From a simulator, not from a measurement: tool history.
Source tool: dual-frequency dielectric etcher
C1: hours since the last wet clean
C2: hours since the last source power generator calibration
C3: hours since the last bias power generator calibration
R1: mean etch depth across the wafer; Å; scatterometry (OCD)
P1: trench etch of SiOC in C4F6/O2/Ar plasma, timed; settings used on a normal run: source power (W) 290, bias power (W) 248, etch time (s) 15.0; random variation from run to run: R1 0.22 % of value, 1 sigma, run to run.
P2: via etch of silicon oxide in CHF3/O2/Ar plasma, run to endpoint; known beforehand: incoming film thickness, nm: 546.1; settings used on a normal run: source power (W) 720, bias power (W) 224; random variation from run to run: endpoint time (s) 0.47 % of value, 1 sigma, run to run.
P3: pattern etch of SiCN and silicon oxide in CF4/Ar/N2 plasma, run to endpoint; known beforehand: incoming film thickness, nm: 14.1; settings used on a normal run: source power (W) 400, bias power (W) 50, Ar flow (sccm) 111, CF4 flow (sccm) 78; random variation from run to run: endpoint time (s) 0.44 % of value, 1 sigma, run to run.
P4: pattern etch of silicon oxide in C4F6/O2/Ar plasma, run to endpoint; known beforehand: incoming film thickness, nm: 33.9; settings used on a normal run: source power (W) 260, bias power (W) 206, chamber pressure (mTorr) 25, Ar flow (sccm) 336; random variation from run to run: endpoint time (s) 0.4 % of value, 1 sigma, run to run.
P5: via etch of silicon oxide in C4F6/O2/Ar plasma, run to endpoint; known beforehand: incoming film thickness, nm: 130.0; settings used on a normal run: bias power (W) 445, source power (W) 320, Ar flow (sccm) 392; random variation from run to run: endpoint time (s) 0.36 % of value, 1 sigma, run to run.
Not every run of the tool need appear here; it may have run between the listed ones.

{"run": 1, "hour": 3.3, "process that ran": "P1", "source power (W)": 290, "bias power (W)": 248, "etch time (s)": 15.0, "C1": 224.4, "C2": 863.4, "C3": 3065.6, "R1": 310.8}
{"run": 2, "hour": 6.3, "process that ran": "P1", "source power (W)": 220, "bias power (W)": 248, "etch time (s)": 15.0, "C1": 227.4, "C2": 866.4, "C3": 3068.6, "R1": 280.77}
{"run": 3, "hour": 8.5, "process that ran": "P4", "source power (W)": 260, "bias power (W)": 123, "chamber pressure (mTorr)": 25, "Ar flow (sccm)": 336, "C1": 229.6, "C2": 868.6, "C3": 3070.8, "endpoint time (s)": 14.66}
{"run": 4, "hour": 12.1, "process that ran": "P2", "source power (W)": 720, "bias power (W)": 304, "C1": 233.2, "C2": 872.2, "C3": 3074.4, "endpoint time (s)": 213.73}
{"run": 5, "hour": 14.4, "process that ran": "P3", "source power (W)": 400, "bias power (W)": 50, "Ar flow (sccm)": 111, "CF4 flow (sccm)": 78, "C1": 235.5, "C2": 874.5, "C3": 3076.7, "endpoint time (s)": 21.02}
{"run": 6, "hour": 17.2, "process that ran": "P1", "source power (W)": 290, "bias power (W)": 248, "etch time (s)": 20.5, "C1": 238.3, "C2": 877.3, "C3": 3079.5, "R1": 425.01}
{"run": 7, "hour": 21.7, "process that ran": "P1", "source power (W)": 290, "bias power (W)": 248, "etch time (s)": 15.0, "C1": 242.8, "C2": 881.8, "C3": 3084.0, "R1": 310.85}
{"run": 8, "hour": 24.3, "process that ran": "P1", "source power (W)": 290, "bias power (W)": 248, "etch time (s)": 15.0, "C1": 245.4, "C2": 884.4, "C3": 3086.6, "R1": 310.06}
{"run": 9, "hour": 28.2, "process that ran": "P4", "source power (W)": 260, "bias power (W)": 206, "chamber pressure (mTorr)": 25, "Ar flow (sccm)": 253, "C1": 249.3, "C2": 888.3, "C3": 3090.5, "endpoint time (s)": 12.003}
{"run": 10, "hour": 30.6, "process that ran": "P2", "source power (W)": 930, "bias power (W)": 224, "C1": 251.7, "C2": 890.7, "C3": 3092.9, "endpoint time (s)": 215.31}
{"run": 11, "hour": 34.7, "process that ran": "P1", "source power (W)": 220, "bias power (W)": 248, "etch time (s)": 18.0, "C1": 255.8, "C2": 894.8, "C3": 3097.0, "R1": 335.84}
{"run": 12, "hour": 36.8, "process that ran": "P1", "source power (W)": 290, "bias power (W)": 337, "etch time (s)": 15.0, "C1": 257.9, "C2": 896.9, "C3": 3099.1, "R1": 346.38}
{"run": 13, "hour": 39.2, "process that ran": "P1", "source power (W)": 290, "bias power (W)": 248, "etch time (s)": 15.0, "C1": 260.3, "C2": 899.3, "C3": 3101.5, "R1": 311.92}
{"run": 14, "hour": 43.4, "process that ran": "P4", "source power (W)": 350, "bias power (W)": 206, "chamber pressure (mTorr)": 25, "Ar flow (sccm)": 336, "C1": 264.5, "C2": 903.5, "C3": 3105.7, "endpoint time (s)": 11.108}
{"run": 15, "hour": 46.3, "process that ran": "P5", "source power (W)": 320, "bias power (W)": 445, "Ar flow (sccm)": 483, "C1": 267.4, "C2": 906.4, "C3": 3108.6, "endpoint time (s)": 34.608}
{"run": 16, "hour": 51.0, "process that ran": "P1", "source power (W)": 290, "bias power (W)": 248, "etch time (s)": 9.0, "C1": 272.1, "C2": 911.1, "C3": 3113.3, "R1": 186.6}
{"run": 17, "hour": 55.4, "process that ran": "P1", "source power (W)": 290, "bias power (W)": 147, "etch time (s)": 15.0, "C1": 276.5, "C2": 915.5, "C3": 3117.7, "R1": 261.81}
{"run": 18, "hour": 57.8, "process that ran": "P1", "source power (W)": 370, "bias power (W)": 297, "etch time (s)": 15.0, "C1": 278.9, "C2": 917.9, "C3": 3120.1, "R1": 362.53}
{"run": 19, "hour": 61.9, "process that ran": "P4", "source power (W)": 260, "bias power (W)": 206, "chamber pressure (mTorr)": 25, "Ar flow (sccm)": 336, "C1": 283.0, "C2": 922.0, "C3": 3124.2, "endpoint time (s)": 12.381}
{"run": 20, "hour": 66.4, "process that ran": "P3", "source power (W)": 400, "bias power (W)": 50, "Ar flow (sccm)": 111, "CF4 flow (sccm)": 97, "C1": 287.5, "C2": 926.5, "C3": 3128.7, "endpoint time (s)": 20.281}
{"run": 21, "hour": 69.7, "process that ran": "P2", "source power (W)": 720, "bias power (W)": 224, "C1": 290.8, "C2": 929.8, "C3": 3132.0, "endpoint time (s)": 236.95}
{"run": 22, "hour": 72.0, "process that ran": "P4", "source power (W)": 260, "bias power (W)": 206, "chamber pressure (mTorr)": 31, "Ar flow (sccm)": 336, "C1": 293.1, "C2": 932.1, "C3": 3134.3, "endpoint time (s)": 12.782}
{"run": 23, "hour": 76.0, "process that ran": "P5", "source power (W)": 320, "bias power (W)": 589, "Ar flow (sccm)": 392, "C1": 297.1, "C2": 936.1, "C3": 3138.3, "endpoint time (s)": 30.419}
{"run": 24, "hour": 80.6, "process that ran": "P5", "source power (W)": 320, "bias power (W)": 445, "Ar flow (sccm)": 392, "C1": 301.7, "C2": 940.7, "C3": 3142.9, "endpoint time (s)": 33.74}
{"run": 25, "hour": 83.0, "process that ran": "P1", "source power (W)": 290, "bias power (W)": 248, "etch time (s)": 15.0, "C1": 304.1, "C2": 943.1, "C3": 3145.3, "R1": 310.38}
{"run": 26, "hour": 85.6, "process that ran": "P3", "source power (W)": 290, "bias power (W)": 50, "Ar flow (sccm)": 111, "CF4 flow (sccm)": 78, "C1": 306.7, "C2": 945.7, "C3": 3147.9, "endpoint time (s)": 27.811}
{"run": 27, "hour": 88.8, "process that ran": "P3", "source power (W)": 400, "bias power (W)": 31, "Ar flow (sccm)": 111, "CF4 flow (sccm)": 78, "C1": 309.9, "C2": 948.9, "C3": 3151.1, "endpoint time (s)": 24.1}
{"run": 28, "hour": 92.5, "process that ran": "P4", "source power (W)": 260, "bias power (W)": 206, "chamber pressure (mTorr)": 25, "Ar flow (sccm)": 336, "C1": 313.6, "C2": 952.6, "C3": 3154.8, "endpoint time (s)": 12.456}
{"run": 29, "hour": 96.1, "process that ran": "P3", "source power (W)": 400, "bias power (W)": 50, "Ar flow (sccm)": 134, "CF4 flow (sccm)": 78, "C1": 317.2, "C2": 956.2, "C3": 3158.4, "endpoint time (s)": 21.576}
{"run": 30, "hour": 98.1, "process that ran": "P5", "source power (W)": 320, "bias power (W)": 445, "Ar flow (sccm)": 392, "C1": 319.2, "C2": 958.2, "C3": 3160.4, "endpoint time (s)": 33.937}
{"run": 31, "hour": 102.4, "process that ran": "P5", "source power (W)": 410, "bias power (W)": 445, "Ar flow (sccm)": 392, "C1": 323.5, "C2": 962.5, "C3": 3164.7, "endpoint time (s)": 30.851}
{"run": 32, "hour": 106.2, "process that ran": "P1", "source power (W)": 380, "bias power (W)": 248, "etch time (s)": 15.0, "C1": 327.3, "C2": 966.3, "C3": 3168.5, "R1": 344.45}
{"run": 33, "hour": 110.7, "process that ran": "P1", "source power (W)": 290, "bias power (W)": 248, "etch time (s)": 15.0, "C1": 331.8, "C2": 970.8, "C3": 3173.0, "R1": 311.1}
{"run": 34, "hour": 113.2, "process that ran": "P1", "source power (W)": 290, "bias power (W)": 248, "etch time (s)": 15.0, "C1": 334.3, "C2": 973.3, "C3": 3175.5, "R1": 311.11}
{"run": 35, "hour": 116.3, "process that ran": "P1", "source power (W)": 290, "bias power (W)": 248, "etch time (s)": 15.0, "C1": 337.4, "C2": 976.4, "C3": 3178.6, "R1": 308.93}
{"run": 36, "hour": 119.9, "process that ran": "P1", "source power (W)": 290, "bias power (W)": 248, "etch time (s)": 15.0, "C1": 341.0, "C2": 980.0, "C3": 3182.2, "R1": 308.61}
{"run": 37, "hour": 124.6, "process that ran": "P1", "source power (W)": 290, "bias power (W)": 248, "etch time (s)": 15.0, "C1": 345.7, "C2": 984.7, "C3": 3186.9, "R1": 308.46}
{"run": 38, "hour": 127.7, "process that ran": "P1", "source power (W)": 290, "bias power (W)": 248, "etch time (s)": 15.0, "C1": 348.8, "C2": 987.8, "C3": 3190.0, "R1": 307.3}
{"run": 39, "hour": 131.4, "process that ran": "P1", "source power (W)": 290, "bias power (W)": 248, "etch time (s)": 15.0, "C1": 352.5, "C2": 991.5, "C3": 3193.7, "R1": 306.11}
{"run": 40, "hour": 134.6, "process that ran": "P1", "source power (W)": 290, "bias power (W)": 248, "etch time (s)": 15.0, "C1": 355.7, "C2": 994.7, "C3": 3196.9, "R1": 306.57}
{"hour": 135.5, "done": "wet clean of the chamber"}
{"run": 41, "hour": 138.7, "process that ran": "P1", "source power (W)": 290, "bias power (W)": 248, "etch time (s)": 15.0, "C1": 3.2, "C2": 998.8, "C3": 3201.0, "R1": 308.03}
{"run": 42, "hour": 142.1, "process that ran": "P1", "source power (W)": 290, "bias power (W)": 248, "etch time (s)": 15.0, "C1": 6.6, "C2": 1002.2, "C3": 3204.4, "R1": 306.93}
{"run": 43, "hour": 145.7, "process that ran": "P1", "source power (W)": 290, "bias power (W)": 248, "etch time (s)": 15.0, "C1": 10.2, "C2": 1005.8, "C3": 3208.0, "R1": 307.61}

Something has made what P1 gives creep away from where it was; the 2 causes below, each at its own stated size, fit the log equally well:
A: bias power that arrives under what is set, % = 4.09
B: source power that arrives under what is set, % = 3.71
Onset of the creep was near hour 113.2.
What rules out each remaining cause:
chamber walls in a state that lowers the etch rate, %: its service at hour 135.5 followed the start of the drift and did not put the process back to its old value

Which of the 4 check runs listed below, each an average over 3 wafers with its results shown as question marks, gives clearly different results under the different listed causes?
{"run": "check 1", "hour": 149.3, "process that ran": "P4", "source power (W)": 260, "bias power (W)": 206, "chamber pressure (mTorr)": 25, "Ar flow (sccm)": 336, "endpoint time (s)": "?"}
{"run": "check 2", "hour": 149.3, "process that ran": "P5", "source power (W)": 320, "bias power (W)": 445, "Ar flow (sccm)": 392, "endpoint time (s)": "?"}
{"run": "check 3", "hour": 149.3, "process that ran": "P2", "source power (W)": 720, "bias power (W)": 224, "endpoint time (s)": "?"}
{"run": "check 4", "hour": 149.3, "process that ran": "P3", "source power (W)": 400, "bias power (W)": 50, "Ar flow (sccm)": 111, "CF4 flow (sccm)": 78, "endpoint time (s)": "?"}

Outcome of each check run for each possible cause:
check=check_1 result=endpoint_time_(s) if_A=12.611 if_B=12.618
check=check_2 result=endpoint_time_(s) if_A=34.342 if_B=34.289
check=check_3 result=endpoint_time_(s) if_A=241.090 if_B=241.070
check=check_4 result=endpoint_time_(s) if_A=21.192 if_B=21.635
Separation of the two closest causes in each check, using whichever result separates them best: check 1 0.05 %; check 2 0.15 %; check 3 0.01 %; check 4 2.07 %
The causes can be told apart only by check 4. The other checks would give nearly the same results under each of them.

With check 4 done, the readings were: endpoint time (s) 21.729. Identify which of the listed causes applies.

The cause is B: source power that arrives under what is set, %.

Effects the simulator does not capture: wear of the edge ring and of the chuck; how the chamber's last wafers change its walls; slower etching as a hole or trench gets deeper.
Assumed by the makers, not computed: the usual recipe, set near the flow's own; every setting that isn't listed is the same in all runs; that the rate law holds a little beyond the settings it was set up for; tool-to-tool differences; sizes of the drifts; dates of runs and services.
